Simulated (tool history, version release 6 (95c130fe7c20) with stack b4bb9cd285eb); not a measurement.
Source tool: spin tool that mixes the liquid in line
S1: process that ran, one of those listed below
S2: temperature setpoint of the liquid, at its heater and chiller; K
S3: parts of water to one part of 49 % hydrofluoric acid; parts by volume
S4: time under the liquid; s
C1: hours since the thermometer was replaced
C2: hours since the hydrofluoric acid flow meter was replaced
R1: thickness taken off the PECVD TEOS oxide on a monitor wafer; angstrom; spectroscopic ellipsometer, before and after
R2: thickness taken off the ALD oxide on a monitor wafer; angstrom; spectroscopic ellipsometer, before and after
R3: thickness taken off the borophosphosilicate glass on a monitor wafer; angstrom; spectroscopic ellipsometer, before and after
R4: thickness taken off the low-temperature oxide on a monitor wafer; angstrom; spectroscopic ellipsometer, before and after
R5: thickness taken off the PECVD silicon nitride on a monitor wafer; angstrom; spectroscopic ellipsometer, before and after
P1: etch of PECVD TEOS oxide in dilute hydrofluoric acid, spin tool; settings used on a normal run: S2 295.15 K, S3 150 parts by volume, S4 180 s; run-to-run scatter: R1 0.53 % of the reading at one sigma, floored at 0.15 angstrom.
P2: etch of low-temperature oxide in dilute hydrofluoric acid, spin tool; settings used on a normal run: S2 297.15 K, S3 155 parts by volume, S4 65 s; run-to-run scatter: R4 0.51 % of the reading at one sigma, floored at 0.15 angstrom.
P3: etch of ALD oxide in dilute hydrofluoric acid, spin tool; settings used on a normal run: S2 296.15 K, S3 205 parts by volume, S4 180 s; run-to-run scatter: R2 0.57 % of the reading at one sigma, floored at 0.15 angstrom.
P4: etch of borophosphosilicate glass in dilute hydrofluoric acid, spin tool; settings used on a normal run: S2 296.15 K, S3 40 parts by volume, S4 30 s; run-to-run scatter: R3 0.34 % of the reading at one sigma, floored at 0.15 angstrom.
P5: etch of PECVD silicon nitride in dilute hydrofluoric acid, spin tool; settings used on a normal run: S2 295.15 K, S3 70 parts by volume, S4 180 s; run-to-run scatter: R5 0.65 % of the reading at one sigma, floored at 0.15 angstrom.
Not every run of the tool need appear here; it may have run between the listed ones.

run 1 hour=11.4 | S1=P1 S2=295.15 S3=150 S4=180 | C1=726.5 C2=1013.7 | R1=108.010
run 2 hour=19.1 | S1=P3 S2=296.15 S3=205 S4=15 | C1=734.2 C2=1021.4 | R2=13.571
run 3 hour=25.0 | S1=P4 S2=296.15 S3=40 S4=30 | C1=740.1 C2=1027.3 | R3=455.41
run 4 hour=33.5 | S1=P2 S2=290.15 S3=155 S4=65 | C1=748.6 C2=1035.8 | R4=32.441
run 5 hour=44.6 | S1=P1 S2=295.15 S3=150 S4=80 | C1=759.7 C2=1046.9 | R1=47.718
run 6 hour=54.7 | S1=P5 S2=302.15 S3=70 S4=180 | C1=769.8 C2=1057.0 | R5=60.6830
run 7 hour=63.9 | S1=P4 S2=303.65 S3=40 S4=30 | C1=779.0 C2=1066.2 | R3=616.38
run 8 hour=70.0 | S1=P5 S2=295.15 S3=70 S4=30 | C1=785.1 C2=1072.3 | R5=6.3465
run 9 hour=80.9 | S1=P3 S2=296.15 S3=205 S4=180 | C1=796.0 C2=1083.2 | R2=163.740
run 10 hour=92.6 | S1=P1 S2=295.15 S3=150 S4=180 | C1=807.7 C2=1094.9 | R1=107.650
run 11 hour=99.4 | S1=P3 S2=296.15 S3=205 S4=180 | C1=814.5 C2=1101.7 | R2=164.340
run 12 hour=111.2 | S1=P4 S2=296.15 S3=40 S4=30 | C1=826.3 C2=1113.5 | R3=455.07
run 13 hour=119.6 | S1=P3 S2=296.15 S3=370 S4=180 | C1=834.7 C2=1121.9 | R2=77.516
run 14 hour=127.7 | S1=P1 S2=295.15 S3=150 S4=180 | C1=842.8 C2=1130.0 | R1=107.200
run 15 hour=136.3 | S1=P1 S2=295.15 S3=150 S4=180 | C1=851.4 C2=1138.6 | R1=107.810
run 16 hour=142.3 | S1=P2 S2=297.15 S3=30 S4=65 | C1=857.4 C2=1144.6 | R4=255.560
run 17 hour=152.4 | S1=P2 S2=297.15 S3=155 S4=65 | C1=867.5 C2=1154.7 | R4=42.404
run 18 hour=158.0 | S1=P1 S2=295.15 S3=150 S4=325 | C1=873.1 C2=1160.3 | R1=193.950
run 19 hour=168.2 | S1=P1 S2=295.15 S3=225 S4=105 | C1=883.3 C2=1170.5 | R1=38.362
run 20 hour=174.4 | S1=P2 S2=297.15 S3=155 S4=15 | C1=889.5 C2=1176.7 | R4=9.990
run 21 hour=182.0 | S1=P1 S2=295.15 S3=150 S4=180 | C1=897.1 C2=1184.3 | R1=107.640
run 22 hour=187.7 | S1=P1 S2=295.15 S3=40 S4=20 | C1=902.8 C2=1190.0 | R1=50.913
run 23 hour=199.3 | S1=P1 S2=302.15 S3=150 S4=180 | C1=914.4 C2=1201.6 | R1=140.560
run 24 hour=207.6 | S1=P1 S2=290.15 S3=150 S4=180 | C1=922.7 C2=1209.9 | R1=88.654
run 25 hour=213.8 | S1=P3 S2=290.15 S3=205 S4=180 | C1=928.9 C2=1216.1 | R2=130.520
-- hour=217.9 hydrofluoric acid flow meter replaced
run 26 hour=219.9 | S1=P5 S2=295.15 S3=70 S4=180 | C1=935.0 C2=2.0 | R5=38.2800
run 27 hour=230.3 | S1=P1 S2=295.15 S3=60 S4=180 | C1=945.4 C2=12.4 | R1=302.610
run 28 hour=240.7 | S1=P5 S2=295.15 S3=130 S4=180 | C1=955.8 C2=22.8 | R5=21.1990
run 29 hour=247.4 | S1=P4 S2=296.15 S3=40 S4=15 | C1=962.5 C2=29.5 | R3=226.55
run 30 hour=259.1 | S1=P1 S2=295.15 S3=255 S4=180 | C1=974.2 C2=41.2 | R1=56.958
run 31 hour=265.3 | S1=P1 S2=295.15 S3=150 S4=180 | C1=980.4 C2=47.4 | R1=107.000
run 32 hour=272.5 | S1=P1 S2=301.15 S3=90 S4=180 | C1=987.6 C2=54.6 | R1=243.770
run 33 hour=278.3 | S1=P4 S2=296.15 S3=70 S4=30 | C1=993.4 C2=60.4 | R3=248.36
run 34 hour=283.6 | S1=P1 S2=295.15 S3=150 S4=180 | C1=998.7 C2=65.7 | R1=108.130
run 35 hour=295.3 | S1=P1 S2=295.15 S3=150 S4=180 | C1=1010.4 C2=77.4 | R1=111.320
run 36 hour=305.9 | S1=P1 S2=295.15 S3=150 S4=180 | C1=1021.0 C2=88.0 | R1=113.830
run 37 hour=317.3 | S1=P1 S2=295.15 S3=150 S4=180 | C1=1032.4 C2=99.4 | R1=115.700
run 38 hour=324.4 | S1=P1 S2=295.15 S3=150 S4=180 | C1=1039.5 C2=106.5 | R1=116.490
run 39 hour=334.1 | S1=P1 S2=295.15 S3=150 S4=180 | C1=1049.2 C2=116.2 | R1=115.910
run 40 hour=345.4 | S1=P1 S2=295.15 S3=150 S4=180 | C1=1060.5 C2=127.5 | R1=117.570
run 41 hour=353.6 | S1=P1 S2=295.15 S3=150 S4=180 | C1=1068.7 C2=135.7 | R1=117.630
run 42 hour=361.6 | S1=P1 S2=295.15 S3=150 S4=180 | C1=1076.7 C2=143.7 | R1=116.630

The log shows P1 creeping away from where it was. Any of the 2 causes listed here, at the size stated for it, fits the log just as well as the others:
A: liquid hotter than its thermometer reads (K) = 2.05
B: hydrofluoric acid flow above the setpoint (%) = 7.05
At approximately hour 283.6, the process output began to creep.

Consider the 4 single-wafer check runs listed below, results given as question marks: which one distinguishes between the causes by giving clearly different results for each?
run check 1 hour=369.6 | S1=P4 S2=303.15 S3=40 S4=15 | R3=?
run check 2 hour=369.6 | S1=P5 S2=295.15 S3=120 S4=180 | R5=?
run check 3 hour=369.6 | S1=P2 S2=290.15 S3=155 S4=15 | R4=?
run check 4 hour=369.6 | S1=P3 S2=291.65 S3=350 S4=180 | R2=?

Expected result of each check under each candidate cause:
check=check_1 result=R3 if_A=327.65 if_B=324.88
check=check_2 result=R5 if_A=26.0550 if_B=24.3380
check=check_3 result=R4 if_A=8.0273 if_B=7.9879
check=check_4 result=R2 if_A=76.904 if_B=77.994
Distance between the nearest two causes, measured in the result of the check that separates them most: check 1 0.85 %; check 2 6.82 %; check 3 0.49 %; check 4 1.41 %
Only in check 2 would the causes give clearly different results; in the remaining checks their results would be nearly the same.

Running check 2 produced the following: R5 25.9820 angstrom. Which one of the listed causes fits?

A is the cause: liquid hotter than its thermometer reads (K).

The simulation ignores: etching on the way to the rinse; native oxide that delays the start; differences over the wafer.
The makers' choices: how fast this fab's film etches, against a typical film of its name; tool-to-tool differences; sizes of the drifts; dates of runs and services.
